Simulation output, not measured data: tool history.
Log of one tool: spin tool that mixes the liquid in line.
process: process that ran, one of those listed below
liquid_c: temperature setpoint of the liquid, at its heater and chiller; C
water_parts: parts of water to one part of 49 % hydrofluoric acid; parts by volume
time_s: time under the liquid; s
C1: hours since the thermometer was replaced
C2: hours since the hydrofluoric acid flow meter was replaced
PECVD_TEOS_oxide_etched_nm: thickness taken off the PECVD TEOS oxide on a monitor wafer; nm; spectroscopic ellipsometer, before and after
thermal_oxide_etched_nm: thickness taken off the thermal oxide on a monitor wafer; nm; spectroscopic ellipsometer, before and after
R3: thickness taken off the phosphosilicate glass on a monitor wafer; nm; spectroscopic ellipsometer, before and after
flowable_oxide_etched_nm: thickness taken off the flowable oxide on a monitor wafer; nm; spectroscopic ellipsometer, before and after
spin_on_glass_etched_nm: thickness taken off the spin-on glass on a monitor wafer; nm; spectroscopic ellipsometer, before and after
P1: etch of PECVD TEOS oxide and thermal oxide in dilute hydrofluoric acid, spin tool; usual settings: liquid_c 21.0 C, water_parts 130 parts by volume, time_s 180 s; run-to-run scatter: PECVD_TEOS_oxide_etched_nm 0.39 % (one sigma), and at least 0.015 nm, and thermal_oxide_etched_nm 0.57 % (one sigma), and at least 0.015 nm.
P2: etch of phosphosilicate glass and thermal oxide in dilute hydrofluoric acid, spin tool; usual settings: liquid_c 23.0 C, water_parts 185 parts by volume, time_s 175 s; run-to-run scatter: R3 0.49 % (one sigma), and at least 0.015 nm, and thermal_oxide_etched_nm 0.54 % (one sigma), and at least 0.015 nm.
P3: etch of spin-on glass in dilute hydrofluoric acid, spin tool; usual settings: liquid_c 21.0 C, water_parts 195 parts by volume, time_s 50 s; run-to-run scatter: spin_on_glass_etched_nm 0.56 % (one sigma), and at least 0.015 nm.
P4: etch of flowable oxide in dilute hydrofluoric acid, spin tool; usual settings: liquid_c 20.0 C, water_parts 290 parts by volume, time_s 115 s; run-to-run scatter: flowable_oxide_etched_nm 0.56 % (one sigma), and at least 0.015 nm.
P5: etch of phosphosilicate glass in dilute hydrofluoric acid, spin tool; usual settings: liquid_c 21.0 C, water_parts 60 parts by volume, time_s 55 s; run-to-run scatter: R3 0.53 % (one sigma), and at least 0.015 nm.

Run 1, hour 2.2: process P1, liquid_c 21.0 C, water_parts 130 parts by volume, time_s 180 s; C1 1313.4; C2 1008.9. Result: PECVD_TEOS_oxide_etched_nm 13.5510 nm, thermal_oxide_etched_nm 5.71940 nm.
Run 2, hour 4.6: process P5, liquid_c 21.0 C, water_parts 60 parts by volume, time_s 55 s; C1 1315.8; C2 1011.3. Result: R3 57.818 nm.
Run 3, hour 8.2: process P4, liquid_c 17.0 C, water_parts 290 parts by volume, time_s 115 s; C1 1319.4; C2 1014.9. Result: flowable_oxide_etched_nm 11.8910 nm.
Run 4, hour 11.6: process P2, liquid_c 30.0 C, water_parts 185 parts by volume, time_s 175 s; C1 1322.8; C2 1018.3. Result: thermal_oxide_etched_nm 4.93620 nm, R3 73.001 nm.
Run 5, hour 15.6: process P1, liquid_c 21.0 C, water_parts 130 parts by volume, time_s 350 s; C1 1326.8; C2 1022.3. Result: PECVD_TEOS_oxide_etched_nm 26.2610 nm, thermal_oxide_etched_nm 11.25200 nm.
Run 6, hour 18.1: process P1, liquid_c 21.0 C, water_parts 130 parts by volume, time_s 180 s; C1 1329.3; C2 1024.8. Result: PECVD_TEOS_oxide_etched_nm 13.4680 nm, thermal_oxide_etched_nm 5.78520 nm.
Run 7, hour 19.9: process P2, liquid_c 23.0 C, water_parts 310 parts by volume, time_s 175 s; C1 1331.1; C2 1026.6. Result: thermal_oxide_etched_nm 2.02290 nm, R3 30.202 nm.
Run 8, hour 22.9: process P1, liquid_c 21.0 C, water_parts 50 parts by volume, time_s 315 s; C1 1334.1; C2 1029.6. Result: PECVD_TEOS_oxide_etched_nm 66.8490 nm, thermal_oxide_etched_nm 28.46500 nm.
Run 9, hour 26.5: process P2, liquid_c 23.0 C, water_parts 185 parts by volume, time_s 270 s; C1 1337.7; C2 1033.2. Result: thermal_oxide_etched_nm 5.93610 nm, R3 88.166 nm.
Run 10, hour 30.4: process P4, liquid_c 20.0 C, water_parts 290 parts by volume, time_s 15 s; C1 1341.6; C2 1037.1. Result: flowable_oxide_etched_nm 1.7592 nm.
Run 11, hour 32.9: process P5, liquid_c 21.0 C, water_parts 60 parts by volume, time_s 20 s; C1 1344.1; C2 1039.6. Result: R3 20.904 nm.
Run 12, hour 35.6: process P1, liquid_c 21.0 C, water_parts 130 parts by volume, time_s 180 s; C1 1346.8; C2 1042.3. Result: PECVD_TEOS_oxide_etched_nm 13.4780 nm, thermal_oxide_etched_nm 5.80130 nm.
Run 13, hour 37.8: process P4, liquid_c 20.0 C, water_parts 135 parts by volume, time_s 115 s; C1 1349.0; C2 1044.5. Result: flowable_oxide_etched_nm 33.4120 nm.
Run 14, hour 40.7: process P3, liquid_c 21.0 C, water_parts 195 parts by volume, time_s 50 s; C1 1351.9; C2 1047.4. Result: spin_on_glass_etched_nm 7.2340 nm.
Run 15, hour 43.7: process P5, liquid_c 21.0 C, water_parts 60 parts by volume, time_s 55 s; C1 1354.9; C2 1050.4. Result: R3 57.812 nm.
Run 16, hour 45.6: process P1, liquid_c 29.0 C, water_parts 130 parts by volume, time_s 180 s; C1 1356.8; C2 1052.3. Result: PECVD_TEOS_oxide_etched_nm 18.3470 nm, thermal_oxide_etched_nm 7.74520 nm.
Run 17, hour 49.1: process P1, liquid_c 21.0 C, water_parts 130 parts by volume, time_s 20 s; C1 1360.3; C2 1055.8. Result: PECVD_TEOS_oxide_etched_nm 1.4845 nm, thermal_oxide_etched_nm 0.63825 nm.
Run 18, hour 52.9: process P5, liquid_c 25.5 C, water_parts 60 parts by volume, time_s 55 s; C1 1364.1; C2 1059.6. Result: R3 69.144 nm.
Run 19, hour 56.4: process P5, liquid_c 21.0 C, water_parts 100 parts by volume, time_s 55 s; C1 1367.6; C2 1063.1. Result: R3 32.967 nm.
Run 20, hour 58.4: process P1, liquid_c 21.0 C, water_parts 130 parts by volume, time_s 180 s; C1 1369.6; C2 1065.1. Result: PECVD_TEOS_oxide_etched_nm 13.3980 nm, thermal_oxide_etched_nm 5.77260 nm.
Run 21, hour 61.4: process P2, liquid_c 23.0 C, water_parts 185 parts by volume, time_s 175 s; C1 1372.6; C2 1068.1. Result: thermal_oxide_etched_nm 3.86780 nm, R3 57.183 nm.
Run 22, hour 65.6: process P1, liquid_c 21.0 C, water_parts 210 parts by volume, time_s 340 s; C1 1376.8; C2 1072.3. Result: PECVD_TEOS_oxide_etched_nm 14.5540 nm, thermal_oxide_etched_nm 6.16350 nm.
Run 23, hour 68.3: process P1, liquid_c 21.0 C, water_parts 130 parts by volume, time_s 180 s; C1 1379.5; C2 1075.0. Result: PECVD_TEOS_oxide_etched_nm 13.4300 nm, thermal_oxide_etched_nm 5.71340 nm.
Run 24, hour 71.3: process P3, liquid_c 21.0 C, water_parts 115 parts by volume, time_s 50 s; C1 1382.5; C2 1078.0. Result: spin_on_glass_etched_nm 13.2960 nm.
Run 25, hour 73.5: process P3, liquid_c 26.0 C, water_parts 195 parts by volume, time_s 50 s; C1 1384.7; C2 1080.2. Result: spin_on_glass_etched_nm 8.6218 nm.
Run 26, hour 75.7: process P1, liquid_c 17.0 C, water_parts 130 parts by volume, time_s 180 s; C1 1386.9; C2 1082.4. Result: PECVD_TEOS_oxide_etched_nm 11.5050 nm, thermal_oxide_etched_nm 4.85900 nm.
Run 27, hour 79.7: process P3, liquid_c 21.0 C, water_parts 195 parts by volume, time_s 50 s; C1 1390.9; C2 1086.4. Result: spin_on_glass_etched_nm 7.1975 nm.
Run 28, hour 81.9: process P3, liquid_c 21.0 C, water_parts 195 parts by volume, time_s 75 s; C1 1393.1; C2 1088.6. Result: spin_on_glass_etched_nm 10.9110 nm.
Run 29, hour 84.6: process P4, liquid_c 20.0 C, water_parts 290 parts by volume, time_s 115 s; C1 1395.8; C2 1091.3. Result: flowable_oxide_etched_nm 13.2450 nm.
Run 30, hour 88.1: process P4, liquid_c 20.0 C, water_parts 290 parts by volume, time_s 115 s; C1 1399.3; C2 1094.8. Result: flowable_oxide_etched_nm 13.2720 nm.
Run 31, hour 91.0: process P1, liquid_c 21.0 C, water_parts 80 parts by volume, time_s 180 s; C1 1402.2; C2 1097.7. Result: PECVD_TEOS_oxide_etched_nm 23.1530 nm, thermal_oxide_etched_nm 9.85580 nm.
Run 32, hour 94.7: process P1, liquid_c 21.0 C, water_parts 215 parts by volume, time_s 180 s; C1 1405.9; C2 1101.4. Result: PECVD_TEOS_oxide_etched_nm 7.4256 nm, thermal_oxide_etched_nm 3.17980 nm.
Run 33, hour 97.0: process P1, liquid_c 21.0 C, water_parts 130 parts by volume, time_s 180 s; C1 1408.2; C2 1103.7. Result: PECVD_TEOS_oxide_etched_nm 13.4370 nm, thermal_oxide_etched_nm 5.72730 nm.
Run 34, hour 99.9: process P1, liquid_c 21.0 C, water_parts 130 parts by volume, time_s 180 s; C1 1411.1; C2 1106.6. Result: PECVD_TEOS_oxide_etched_nm 13.1090 nm, thermal_oxide_etched_nm 5.52770 nm.
Run 35, hour 104.1: process P1, liquid_c 21.0 C, water_parts 130 parts by volume, time_s 180 s; C1 1415.3; C2 1110.8. Result: PECVD_TEOS_oxide_etched_nm 12.8880 nm, thermal_oxide_etched_nm 5.48930 nm.
Run 36, hour 106.8: process P1, liquid_c 21.0 C, water_parts 130 parts by volume, time_s 180 s; C1 1418.0; C2 1113.5. Result: PECVD_TEOS_oxide_etched_nm 12.6190 nm, thermal_oxide_etched_nm 5.35440 nm.
Run 37, hour 110.2: process P1, liquid_c 21.0 C, water_parts 130 parts by volume, time_s 180 s; C1 1421.4; C2 1116.9. Result: PECVD_TEOS_oxide_etched_nm 12.5500 nm, thermal_oxide_etched_nm 5.34370 nm.
Run 38, hour 114.5: process P1, liquid_c 21.0 C, water_parts 130 parts by volume, time_s 180 s; C1 1425.7; C2 1121.2. Result: PECVD_TEOS_oxide_etched_nm 12.3740 nm, thermal_oxide_etched_nm 5.28440 nm.
Run 39, hour 118.5: process P1, liquid_c 21.0 C, water_parts 130 parts by volume, time_s 180 s; C1 1429.7; C2 1125.2. Result: PECVD_TEOS_oxide_etched_nm 12.2790 nm, thermal_oxide_etched_nm 5.24340 nm.
Run 40, hour 121.4: process P1, liquid_c 21.0 C, water_parts 130 parts by volume, time_s 180 s; C1 1432.6; C2 1128.1. Result: PECVD_TEOS_oxide_etched_nm 12.3690 nm, thermal_oxide_etched_nm 5.25520 nm.
Run 41, hour 125.5: process P1, liquid_c 21.0 C, water_parts 130 parts by volume, time_s 180 s; C1 1436.7; C2 1132.2. Result: PECVD_TEOS_oxide_etched_nm 12.2680 nm, thermal_oxide_etched_nm 5.17940 nm.
Run 42, hour 128.2: process P1, liquid_c 21.0 C, water_parts 130 parts by volume, time_s 180 s; C1 1439.4; C2 1134.9. Result: PECVD_TEOS_oxide_etched_nm 12.2680 nm, thermal_oxide_etched_nm 5.21220 nm.
Run 43, hour 130.6: process P1, liquid_c 21.0 C, water_parts 130 parts by volume, time_s 180 s; C1 1441.8; C2 1137.3. Result: PECVD_TEOS_oxide_etched_nm 12.2710 nm, thermal_oxide_etched_nm 5.21890 nm.
Run 44, hour 132.6: process P1, liquid_c 21.0 C, water_parts 130 parts by volume, time_s 180 s; C1 1443.8; C2 1139.3. Result: PECVD_TEOS_oxide_etched_nm 12.1960 nm, thermal_oxide_etched_nm 5.17780 nm.

What P1 gives has crept away from where it was. These 2 causes fit the log equally well, each at the size given:
A: hydrofluoric acid flow below the setpoint (%) = 7.8
B: liquid colder than its thermometer reads (K) = 2.31
The creep began at about hour 97.0.

4 check runs are offered, each on 2 wafers whose results are averaged, their results left as question marks. Which one tells the causes apart?
Run check 1, hour 134.6: process P5, liquid_c 21.0 C, water_parts 95 parts by volume, time_s 55 s. Result: R3 ?.
Run check 2, hour 134.6: process P2, liquid_c 29.5 C, water_parts 300 parts by volume, time_s 175 s. Result: thermal_oxide_etched_nm ?, R3 ?.
Run check 3, hour 134.6: process P4, liquid_c 20.0 C, water_parts 140 parts by volume, time_s 15 s. Result: flowable_oxide_etched_nm ?.
Run check 4, hour 134.6: process P3, liquid_c 21.0 C, water_parts 120 parts by volume, time_s 50 s. Result: spin_on_glass_etched_nm ?.

What each check would give under each cause:
  check                    result     if A     if B
check 1                        R3   31.925   31.769
check 2   thermal_oxide_etched_nm  2.37130  2.44970
check 2                        R3   34.888   36.041
check 3  flowable_oxide_etched_nm   3.8051   3.8053
check 4   spin_on_glass_etched_nm  11.5790  11.5630
How far apart the two closest causes lie, in the result that separates them most: check 1 0.49 %; check 2 3.25 %; check 3 0 %; check 4 0.14 %
Check 2 tells the causes apart: in the others they would give nearly the same result.

Then check 2 was run and gave: thermal_oxide_etched_nm 2.45790 nm; R3 35.815 nm. Which cause is it?

It is B: liquid colder than its thermometer reads (K).
